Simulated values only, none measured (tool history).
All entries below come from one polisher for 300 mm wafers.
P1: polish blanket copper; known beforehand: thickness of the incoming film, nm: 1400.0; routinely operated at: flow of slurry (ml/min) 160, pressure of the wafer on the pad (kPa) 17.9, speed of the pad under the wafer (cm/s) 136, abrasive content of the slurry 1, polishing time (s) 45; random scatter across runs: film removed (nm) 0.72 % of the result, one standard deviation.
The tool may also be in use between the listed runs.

run,hour,flow of slurry (ml/min),pressure of the wafer on the pad (kPa),speed of the pad under the wafer (cm/s),abrasive content of the slurry,polishing time (s),wafers polished on this pad,hours since the slurry nozzle was cleaned,hours since the head pressure was calibrated,hours since the slurry blender was calibrated,film removed (nm)
1,2.8,160,17.9,136,1,45,124,87.8,256.2,64.5,148.58
2,6.4,160,17.9,214,1,45,178,91.4,259.8,68.1,236.63
3,9.5,160,17.9,136,1,45,224,94.5,262.9,71.2,150.31
4,13.4,160,17.9,66,1,45,282,98.4,266.8,75.1,73.113
5,16.6,160,17.9,136,1,68,330,101.6,270,78.3,225.77
6,19.6,95,17.9,136,1,45,375,104.6,273,81.3,132.83
7,24,160,17.9,136,1,45,440,109,277.4,85.7,148.03
# hour 24.8: worn pad replaced by a new one
8,27.3,160,17.9,96,1.4,45,37,112.3,280.7,89,113.89
# hour 27.4: slurry blender recalibrated
9,30.2,160,17.9,136,1,45,80,115.2,283.6,2.9,149.07
10,33.2,160,17.9,136,1,20,125,118.2,286.6,5.9,65.724
# hour 34.8: slurry nozzle cleaned
11,36.7,160,22.8,136,1,45,177,1.9,290.1,9.4,187.63
12,42,245,17.9,136,1,45,256,7.2,295.4,14.7,158.49
13,45.4,160,17.9,136,0.6,45,307,10.6,298.8,18.1,133.75
14,49.6,160,8.3,136,1,45,369,14.8,303,22.3,68.211
15,52.6,160,17.9,136,1.45,45,414,17.8,306,25.3,162.92
16,58.3,160,17.9,136,1,45,499,23.5,311.7,31,148.73
17,61.6,160,17.9,136,1,45,548,26.8,315,34.3,147.19
18,65.1,160,17.9,136,1,45,600,30.3,318.5,37.8,142.27
19,69.7,160,17.9,136,1,45,669,34.9,323.1,42.4,139.53
20,73.7,160,17.9,136,1,45,729,38.9,327.1,46.4,138.42

Expected results for the next run?
# hour 74.6: worn pad replaced by a new one
# hour 74.7: head pressure recalibrated
21,78.9,160,17.9,136,1,45,64,44.1,4.3,51.6,?

film removed (nm): 137.63
